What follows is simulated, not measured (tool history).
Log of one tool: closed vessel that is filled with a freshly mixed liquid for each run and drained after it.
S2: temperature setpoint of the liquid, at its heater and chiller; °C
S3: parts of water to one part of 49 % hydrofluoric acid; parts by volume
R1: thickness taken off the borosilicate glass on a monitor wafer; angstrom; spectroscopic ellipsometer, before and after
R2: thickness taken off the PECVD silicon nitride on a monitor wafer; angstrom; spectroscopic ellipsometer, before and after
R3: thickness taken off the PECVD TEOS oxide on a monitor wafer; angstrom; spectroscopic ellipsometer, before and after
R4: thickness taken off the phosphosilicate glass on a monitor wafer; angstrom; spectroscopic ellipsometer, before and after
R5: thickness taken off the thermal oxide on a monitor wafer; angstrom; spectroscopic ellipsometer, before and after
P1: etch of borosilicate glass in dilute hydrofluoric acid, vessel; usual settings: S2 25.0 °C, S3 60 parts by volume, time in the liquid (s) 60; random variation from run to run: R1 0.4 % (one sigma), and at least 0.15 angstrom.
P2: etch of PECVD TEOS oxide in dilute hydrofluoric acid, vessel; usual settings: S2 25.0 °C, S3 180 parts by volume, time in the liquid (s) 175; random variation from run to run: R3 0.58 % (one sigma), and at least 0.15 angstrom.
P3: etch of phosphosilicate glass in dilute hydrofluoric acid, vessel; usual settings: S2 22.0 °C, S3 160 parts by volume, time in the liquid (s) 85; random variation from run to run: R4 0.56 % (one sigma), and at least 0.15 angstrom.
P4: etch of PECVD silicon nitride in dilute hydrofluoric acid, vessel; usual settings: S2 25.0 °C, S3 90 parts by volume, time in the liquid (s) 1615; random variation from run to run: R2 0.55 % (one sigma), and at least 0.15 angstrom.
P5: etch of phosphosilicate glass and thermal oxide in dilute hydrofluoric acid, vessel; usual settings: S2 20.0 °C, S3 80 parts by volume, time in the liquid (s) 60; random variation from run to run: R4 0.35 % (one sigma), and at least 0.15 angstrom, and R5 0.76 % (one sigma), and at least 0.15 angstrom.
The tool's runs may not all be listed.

{"run": 1, "hour": 9.9, "process that ran": "P1", "S2": 25.0, "S3": 60, "time in the liquid (s)": 60, "R1": 332.28}
{"run": 2, "hour": 24.4, "process that ran": "P1", "S2": 25.0, "S3": 20, "time in the liquid (s)": 35, "R1": 617.05}
{"run": 3, "hour": 32.9, "process that ran": "P4", "S2": 20.0, "S3": 90, "time in the liquid (s)": 1615, "R2": 366.59}
{"run": 4, "hour": 47.3, "process that ran": "P2", "S2": 21.0, "S3": 180, "time in the liquid (s)": 175, "R3": 68.946}
{"run": 5, "hour": 56.9, "process that ran": "P3", "S2": 17.0, "S3": 160, "time in the liquid (s)": 85, "R4": 493.83}
{"run": 6, "hour": 72.4, "process that ran": "P5", "S2": 20.0, "S3": 40, "time in the liquid (s)": 60, "R4": 805.93, "R5": 62.788}
{"run": 7, "hour": 88.3, "process that ran": "P5", "S2": 20.0, "S3": 80, "time in the liquid (s)": 60, "R4": 385.73, "R5": 29.939}
{"run": 8, "hour": 100.4, "process that ran": "P5", "S2": 20.0, "S3": 80, "time in the liquid (s)": 30, "R4": 192.82, "R5": 15.123}
{"run": 9, "hour": 110.6, "process that ran": "P1", "S2": 31.5, "S3": 60, "time in the liquid (s)": 60, "R1": 427.42}
{"run": 10, "hour": 125.7, "process that ran": "P2", "S2": 25.0, "S3": 180, "time in the liquid (s)": 175, "R3": 80.504}
{"run": 11, "hour": 138.1, "process that ran": "P1", "S2": 25.0, "S3": 60, "time in the liquid (s)": 60, "R1": 333.77}
{"run": 12, "hour": 151.8, "process that ran": "P2", "S2": 25.0, "S3": 250, "time in the liquid (s)": 175, "R3": 54.029}
{"run": 13, "hour": 165.2, "process that ran": "P5", "S2": 25.5, "S3": 80, "time in the liquid (s)": 60, "R4": 481.22, "R5": 37.998}
{"run": 14, "hour": 179.9, "process that ran": "P4", "S2": 25.0, "S3": 90, "time in the liquid (s)": 30, "R2": 9.5925}
{"run": 15, "hour": 193.0, "process that ran": "P1", "S2": 20.0, "S3": 60, "time in the liquid (s)": 60, "R1": 269.43}
{"run": 16, "hour": 208.2, "process that ran": "P1", "S2": 25.0, "S3": 60, "time in the liquid (s)": 60, "R1": 333.18}
{"run": 17, "hour": 216.0, "process that ran": "P1", "S2": 25.0, "S3": 60, "time in the liquid (s)": 60, "R1": 333.08}
{"run": 18, "hour": 230.9, "process that ran": "P1", "S2": 25.0, "S3": 60, "time in the liquid (s)": 60, "R1": 332.45}
{"run": 19, "hour": 246.7, "process that ran": "P3", "S2": 22.0, "S3": 160, "time in the liquid (s)": 130, "R4": 922.19}
{"run": 20, "hour": 262.0, "process that ran": "P1", "S2": 25.0, "S3": 60, "time in the liquid (s)": 60, "R1": 332.29}
{"run": 21, "hour": 273.6, "process that ran": "P1", "S2": 29.5, "S3": 30, "time in the liquid (s)": 60, "R1": 831.2}
{"run": 22, "hour": 288.9, "process that ran": "P3", "S2": 22.0, "S3": 160, "time in the liquid (s)": 85, "R4": 602.77}
{"run": 23, "hour": 303.1, "process that ran": "P3", "S2": 22.0, "S3": 160, "time in the liquid (s)": 85, "R4": 603.86}
{"run": 24, "hour": 313.0, "process that ran": "P2", "S2": 25.0, "S3": 180, "time in the liquid (s)": 270, "R3": 125.23}
{"run": 25, "hour": 321.9, "process that ran": "P1", "S2": 25.0, "S3": 110, "time in the liquid (s)": 60, "R1": 170.65}
{"run": 26, "hour": 331.6, "process that ran": "P4", "S2": 25.0, "S3": 90, "time in the liquid (s)": 1615, "R2": 515.5}
{"run": 27, "hour": 341.4, "process that ran": "P1", "S2": 25.0, "S3": 35, "time in the liquid (s)": 60, "R1": 589.56}
{"run": 28, "hour": 352.2, "process that ran": "P1", "S2": 25.0, "S3": 60, "time in the liquid (s)": 115, "R1": 635.15}
{"run": 29, "hour": 366.0, "process that ran": "P1", "S2": 25.0, "S3": 60, "time in the liquid (s)": 30, "R1": 166.07}
{"run": 30, "hour": 380.0, "process that ran": "P4", "S2": 25.0, "S3": 25, "time in the liquid (s)": 1615, "R2": 1797.6}
{"run": 31, "hour": 392.4, "process that ran": "P3", "S2": 22.0, "S3": 45, "time in the liquid (s)": 85, "R4": 2455.7}
{"run": 32, "hour": 407.2, "process that ran": "P1", "S2": 25.0, "S3": 60, "time in the liquid (s)": 60, "R1": 333.02}
{"run": 33, "hour": 417.6, "process that ran": "P1", "S2": 25.0, "S3": 60, "time in the liquid (s)": 60, "R1": 342.21}
{"run": 34, "hour": 428.5, "process that ran": "P1", "S2": 25.0, "S3": 60, "time in the liquid (s)": 60, "R1": 344.83}

Run 35 comes next. What will it give?
{"run": 35, "hour": 439.3, "process that ran": "P1", "S2": 25.0, "S3": 60, "time in the liquid (s)": 60, "R1": "?"}

{"run 35": {"R1": 347.96}}
